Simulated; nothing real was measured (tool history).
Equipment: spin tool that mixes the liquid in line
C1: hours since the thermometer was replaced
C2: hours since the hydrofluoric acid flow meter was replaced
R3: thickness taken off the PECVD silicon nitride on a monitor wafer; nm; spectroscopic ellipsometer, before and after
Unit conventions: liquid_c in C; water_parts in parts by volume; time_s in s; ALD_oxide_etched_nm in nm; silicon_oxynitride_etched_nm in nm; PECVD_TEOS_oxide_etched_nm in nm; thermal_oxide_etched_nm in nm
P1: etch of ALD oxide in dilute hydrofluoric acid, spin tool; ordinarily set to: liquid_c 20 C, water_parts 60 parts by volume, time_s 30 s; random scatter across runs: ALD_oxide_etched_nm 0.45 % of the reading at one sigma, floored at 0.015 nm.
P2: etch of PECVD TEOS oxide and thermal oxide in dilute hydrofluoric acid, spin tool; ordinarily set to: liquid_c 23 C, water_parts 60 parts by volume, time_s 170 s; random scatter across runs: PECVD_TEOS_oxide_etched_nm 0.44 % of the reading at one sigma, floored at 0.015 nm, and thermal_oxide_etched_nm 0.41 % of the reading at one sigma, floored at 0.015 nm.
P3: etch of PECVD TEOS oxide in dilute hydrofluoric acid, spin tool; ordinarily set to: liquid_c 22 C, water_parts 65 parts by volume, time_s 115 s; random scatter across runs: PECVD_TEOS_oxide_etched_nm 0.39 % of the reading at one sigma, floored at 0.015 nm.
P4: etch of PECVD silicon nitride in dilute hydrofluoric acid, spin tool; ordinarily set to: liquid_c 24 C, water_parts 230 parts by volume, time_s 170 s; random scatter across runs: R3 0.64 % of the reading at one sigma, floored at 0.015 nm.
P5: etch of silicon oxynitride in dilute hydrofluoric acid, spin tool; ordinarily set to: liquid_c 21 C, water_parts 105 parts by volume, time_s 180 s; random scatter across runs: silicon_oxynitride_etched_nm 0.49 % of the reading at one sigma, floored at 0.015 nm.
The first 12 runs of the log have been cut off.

{"run": 13, "hour": 145.0, "process": "P1", "liquid_c": 20, "water_parts": 60, "time_s": 30, "C1": 1169, "C2": 1743.4, "ALD_oxide_etched_nm": 12.5}
{"run": 14, "hour": 155.4, "process": "P5", "liquid_c": 25.5, "water_parts": 105, "time_s": 180, "C1": 1179.4, "C2": 1753.8, "silicon_oxynitride_etched_nm": 8.8255}
{"run": 15, "hour": 164.2, "process": "P3", "liquid_c": 17, "water_parts": 65, "time_s": 115, "C1": 1188.2, "C2": 1762.6, "PECVD_TEOS_oxide_etched_nm": 20.281}
{"run": 16, "hour": 177.8, "process": "P4", "liquid_c": 24, "water_parts": 230, "time_s": 70, "C1": 1201.8, "C2": 1776.2, "R3": 1.7405}
{"run": 17, "hour": 186.8, "process": "P1", "liquid_c": 20, "water_parts": 60, "time_s": 45, "C1": 1210.8, "C2": 1785.2, "ALD_oxide_etched_nm": 18.897}
{"run": 18, "hour": 197.9, "process": "P3", "liquid_c": 22, "water_parts": 65, "time_s": 115, "C1": 1221.9, "C2": 1796.3, "PECVD_TEOS_oxide_etched_nm": 25.033}
{"run": 19, "hour": 206.2, "process": "P2", "liquid_c": 23, "water_parts": 60, "time_s": 170, "C1": 1230.2, "C2": 1804.6, "PECVD_TEOS_oxide_etched_nm": 40.756, "thermal_oxide_etched_nm": 14.109}
{"run": 20, "hour": 218.4, "process": "P3", "liquid_c": 22, "water_parts": 65, "time_s": 180, "C1": 1242.4, "C2": 1816.8, "PECVD_TEOS_oxide_etched_nm": 38.903}
{"run": 21, "hour": 231.2, "process": "P1", "liquid_c": 20, "water_parts": 30, "time_s": 30, "C1": 1255.2, "C2": 1829.6, "ALD_oxide_etched_nm": 25.99}
{"run": 22, "hour": 242.3, "process": "P3", "liquid_c": 22, "water_parts": 65, "time_s": 115, "C1": 1266.3, "C2": 1840.7, "PECVD_TEOS_oxide_etched_nm": 24.929}
{"run": 23, "hour": 252.7, "process": "P1", "liquid_c": 17, "water_parts": 60, "time_s": 30, "C1": 1276.7, "C2": 1851.1, "ALD_oxide_etched_nm": 10.949}

For run 24, what comes out?
{"run": 24, "hour": 268.7, "process": "P4", "liquid_c": 24, "water_parts": 120, "time_s": 170, "C1": 1292.7, "C2": 1867.1, "R3": "?"}

{"run 24": {"R3": 7.9736}}
